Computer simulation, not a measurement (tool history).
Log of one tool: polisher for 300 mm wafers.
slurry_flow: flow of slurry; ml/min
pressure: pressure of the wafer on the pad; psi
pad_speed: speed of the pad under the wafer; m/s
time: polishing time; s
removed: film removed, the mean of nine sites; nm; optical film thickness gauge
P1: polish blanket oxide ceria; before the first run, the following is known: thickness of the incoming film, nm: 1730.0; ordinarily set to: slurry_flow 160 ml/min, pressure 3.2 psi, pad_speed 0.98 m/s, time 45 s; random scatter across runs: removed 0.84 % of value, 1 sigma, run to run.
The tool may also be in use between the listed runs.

run  hour  slurry_flow  pressure  pad_speed  time  wafers polished on this pad  hours since the slurry nozzle was cleaned  hours since the head pressure was calibrated  removed
  1   3.1          160       3.2       0.98    45                         1192                                      285.0                                         772.8  159.380
  2   6.1          160       1.5       0.98    45                         1233                                      288.0                                         775.8   76.283
  3  11.3          160       5.0       0.98    45                         1305                                      293.2                                         781.0  253.510
  4  14.4          160       3.2       0.98    20                         1347                                      296.3                                         784.1   71.546
  5  17.0          160       3.2       1.38    45                         1383                                      298.9                                         786.7  228.750
  6  20.7          160       3.2       0.74    24                         1434                                      302.6                                         790.4   65.174
  7  25.6          160       3.2       0.44    45                         1502                                      307.5                                         795.3   72.262
  8  30.4          160       3.2       0.98    45                         1568                                      312.3                                         800.1  162.420
  9  34.4          160       3.2       0.98    62                         1623                                      316.3                                         804.1  222.840
 10  38.8           95       3.2       0.98    45                         1683                                      320.7                                         808.5  145.050
 11  42.3          160       3.2       0.98    45                         1732                                      324.2                                         812.0  161.300
 12  47.2          210       3.2       0.98    45                         1799                                      329.1                                         816.9  167.400
 13  52.3          160       3.2       0.98    45                         1869                                      334.2                                         822.0  160.230
 14  55.0          160       3.2       0.98    45                         1906                                      336.9                                         824.7  161.700
 15  58.4          160       3.2       0.98    45                         1953                                      340.3                                         828.1  160.500
 16  61.2          160       3.2       0.98    45                         1992                                      343.1                                         830.9  157.310
 17  64.7          160       3.2       0.98    45                         2040                                      346.6                                         834.4  154.630

Estimate the outcome of run 18 from the log above:
 18  69.9          160       3.2       0.98    45                         2112                                      351.8                                         839.6        ?

Run 18 gave removed 152.910 nm.
